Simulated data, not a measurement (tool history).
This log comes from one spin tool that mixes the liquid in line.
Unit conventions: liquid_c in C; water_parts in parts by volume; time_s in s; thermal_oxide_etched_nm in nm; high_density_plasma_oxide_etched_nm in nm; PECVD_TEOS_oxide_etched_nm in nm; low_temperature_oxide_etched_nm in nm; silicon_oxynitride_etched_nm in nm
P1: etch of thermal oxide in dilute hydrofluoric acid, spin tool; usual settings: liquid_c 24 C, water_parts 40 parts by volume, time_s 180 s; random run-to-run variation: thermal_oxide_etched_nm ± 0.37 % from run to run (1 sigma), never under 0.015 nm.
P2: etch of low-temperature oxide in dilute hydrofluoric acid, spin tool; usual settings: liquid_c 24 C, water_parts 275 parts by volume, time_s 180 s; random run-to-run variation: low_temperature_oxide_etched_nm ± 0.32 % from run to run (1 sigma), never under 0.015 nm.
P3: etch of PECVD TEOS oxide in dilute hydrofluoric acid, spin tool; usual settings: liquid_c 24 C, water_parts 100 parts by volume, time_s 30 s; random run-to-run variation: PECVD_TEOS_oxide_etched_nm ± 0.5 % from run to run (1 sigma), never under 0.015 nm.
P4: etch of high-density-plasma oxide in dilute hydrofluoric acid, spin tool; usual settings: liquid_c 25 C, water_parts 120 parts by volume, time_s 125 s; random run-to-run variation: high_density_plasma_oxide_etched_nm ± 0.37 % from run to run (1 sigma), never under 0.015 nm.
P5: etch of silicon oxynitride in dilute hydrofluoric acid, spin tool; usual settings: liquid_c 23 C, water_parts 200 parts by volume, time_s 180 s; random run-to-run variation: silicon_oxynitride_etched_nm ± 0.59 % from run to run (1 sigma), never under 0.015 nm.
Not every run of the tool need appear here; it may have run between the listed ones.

run,day,process,liquid_c,water_parts,time_s,hours since the thermometer was replaced,hours since the hydrofluoric acid flow meter was replaced,thermal_oxide_etched_nm,high_density_plasma_oxide_etched_nm,PECVD_TEOS_oxide_etched_nm,low_temperature_oxide_etched_nm,silicon_oxynitride_etched_nm
1,0.4,P1,24,40,180,476.6,337.2,22.729,,,,
2,0.833,P1,32,20,180,487,347.6,64.356,,,,
3,1.25,P4,17,120,125,497,357.6,,4.0521,,,
4,1.783,P4,25,20,125,509.8,370.4,,38.181,,,
5,2.262,P3,24,100,55,521.3,381.9,,,14.766,,
6,2.575,P2,24,275,15,528.8,389.4,,,,0.6539,
7,3.088,P1,24,20,180,541.1,401.7,46.561,,,,
8,3.421,P2,31.5,275,180,549.1,409.7,,,,9.8895,
9,3.662,P1,17,40,180,554.9,415.5,16.851,,,,
10,4.108,P4,25,120,40,565.6,426.2,,1.7851,,,
11,4.642,P3,24,165,30,578.4,439,,,4.4993,,
12,4.996,P5,23,200,180,586.9,447.5,,,,,3.7234
13,5.479,P2,24,475,180,598.5,459.1,,,,3.7395,
14,5.733,P1,28.5,20,180,604.6,465.2,56.049,,,,
15,6.075,P2,24,275,180,612.8,473.4,,,,7.7233,
16,6.567,P1,24,40,180,624.6,485.2,22.638,,,,
17,7,P1,30.5,40,180,635,495.6,29.401,,,,
18,7.308,P1,24,40,65,642.4,503,8.2246,,,,
19,7.617,P1,24,40,180,649.8,510.4,22.653,,,,
20,7.9,P4,25,120,125,656.6,517.2,,5.547,,,
21,8.262,P1,24,40,180,665.3,525.9,22.549,,,,
22,8.638,P1,24,40,330,674.3,534.9,41.539,,,,
23,9.067,P1,24,40,180,684.6,545.2,22.715,,,,
24,9.479,P1,28,40,250,694.5,555.1,36.783,,,,
25,9.967,P5,23,85,180,706.2,566.8,,,,,9.6145
26,10.408,P3,24,100,30,716.8,577.4,,,7.896,,
27,10.671,P5,23,200,305,723.1,583.7,,,,,6.3201
28,11.2,P5,27,200,180,735.8,596.4,,,,,4.4303
29,11.475,P1,24,60,180,742.4,603,14.658,,,,
30,11.833,P3,17,100,30,751,611.6,,,6.0123,,
31,12.312,P1,24,40,180,762.5,623.1,22.637,,,,
32,12.558,P1,24,40,180,768.4,629,23.165,,,,
33,13.025,P1,24,40,180,779.6,640.2,23.865,,,,
34,13.504,P1,24,40,180,791.1,651.7,24.315,,,,
35,13.833,P1,24,40,180,799,659.6,24.339,,,,
36,14.329,P1,24,40,180,810.9,671.5,24.634,,,,
37,14.6,P1,24,40,180,817.4,678,24.675,,,,
38,14.85,P1,24,40,180,823.4,684,24.749,,,,
39,15.275,P1,24,40,180,833.6,694.2,24.778,,,,
40,15.746,P1,24,40,180,844.9,705.5,24.755,,,,

Something has made what P1 gives creep away from where it was; the 2 causes below, each at its own stated size, fit the log equally well:
A: hydrofluoric acid flow above the setpoint (%) = 8.95
B: liquid hotter than its thermometer reads (K) = 2.2
Onset of the creep was near day 12.312.

Which of the 4 check runs listed below separates the causes, so that each cause would produce a clearly different result? Each run uses one wafer, and its results are marked with question marks.
check 1,16.217,P4,25,25,55,,,,?,,,
check 2,16.217,P3,17,100,30,,,,,?,,
check 3,16.217,P5,26,200,180,,,,,,,?
check 4,16.217,P2,29.5,425,180,,,,,,?,

What each check would give under each cause:
check,result,if A,if B
check 1,high_density_plasma_oxide_etched_nm,14.541,14.58
check 2,PECVD_TEOS_oxide_etched_nm,6.5999,6.5845
check 3,silicon_oxynitride_etched_nm,4.7194,4.7008
check 4,low_temperature_oxide_etched_nm,5.8044,5.4937
Per check, the gap between the least separated pair of causes, taken in the result that splits them most: check 1 0.27 %; check 2 0.23 %; check 3 0.39 %; check 4 5.5 %
Check 4 distinguishes between the causes, while the remaining checks would return nearly the same result for all of them.

Check 4 was carried out, with these results: low_temperature_oxide_etched_nm 5.8433 nm. Which of the listed causes is responsible?

The correct cause is A, namely: hydrofluoric acid flow above the setpoint (%).
